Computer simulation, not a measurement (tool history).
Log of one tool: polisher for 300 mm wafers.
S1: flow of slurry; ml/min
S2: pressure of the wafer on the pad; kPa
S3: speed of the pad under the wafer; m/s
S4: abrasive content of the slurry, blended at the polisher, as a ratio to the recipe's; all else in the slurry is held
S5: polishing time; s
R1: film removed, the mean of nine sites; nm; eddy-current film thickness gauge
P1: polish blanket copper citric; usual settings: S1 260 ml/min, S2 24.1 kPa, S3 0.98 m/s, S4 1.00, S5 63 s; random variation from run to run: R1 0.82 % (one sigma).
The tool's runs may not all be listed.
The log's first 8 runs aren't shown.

run 9 day=3.162 | S1=260 S2=24.1 S3=0.44 S4=1.00 S5=63 | R1=61.146
run 10 day=3.625 | S1=260 S2=12.4 S3=0.98 S4=1.00 S5=63 | R1=70.124
run 11 day=3.992 | S1=155 S2=24.1 S3=0.98 S4=1.00 S5=63 | R1=124.660
run 12 day=4.333 | S1=260 S2=24.1 S3=0.98 S4=1.00 S5=63 | R1=132.870
run 13 day=4.621 | S1=260 S2=24.1 S3=0.98 S4=1.00 S5=28 | R1=59.658
run 14 day=4.988 | S1=260 S2=24.1 S3=0.98 S4=0.60 S5=63 | R1=119.700
run 15 day=5.338 | S1=260 S2=24.1 S3=0.98 S4=1.00 S5=81 | R1=172.620
-- day=5.517 slurry blender recalibrated
run 16 day=5.712 | S1=260 S2=24.1 S3=0.98 S4=1.00 S5=63 | R1=135.190
run 17 day=6.108 | S1=260 S2=24.1 S3=0.98 S4=1.35 S5=88 | R1=197.790
run 18 day=6.379 | S1=260 S2=11.0 S3=0.98 S4=1.00 S5=34 | R1=33.940
run 19 day=6.804 | S1=260 S2=24.1 S3=0.98 S4=1.00 S5=63 | R1=134.480
run 20 day=7.262 | S1=260 S2=24.1 S3=0.98 S4=1.00 S5=63 | R1=131.950
run 21 day=7.675 | S1=260 S2=24.1 S3=0.98 S4=1.00 S5=63 | R1=130.120
run 22 day=7.950 | S1=260 S2=24.1 S3=0.98 S4=1.00 S5=63 | R1=127.680

Forecast run 23:
run 23 day=8.317 | S1=260 S2=24.1 S3=0.98 S4=1.00 S5=63 | R1=?

{"run 23": {"R1": 128.52}}
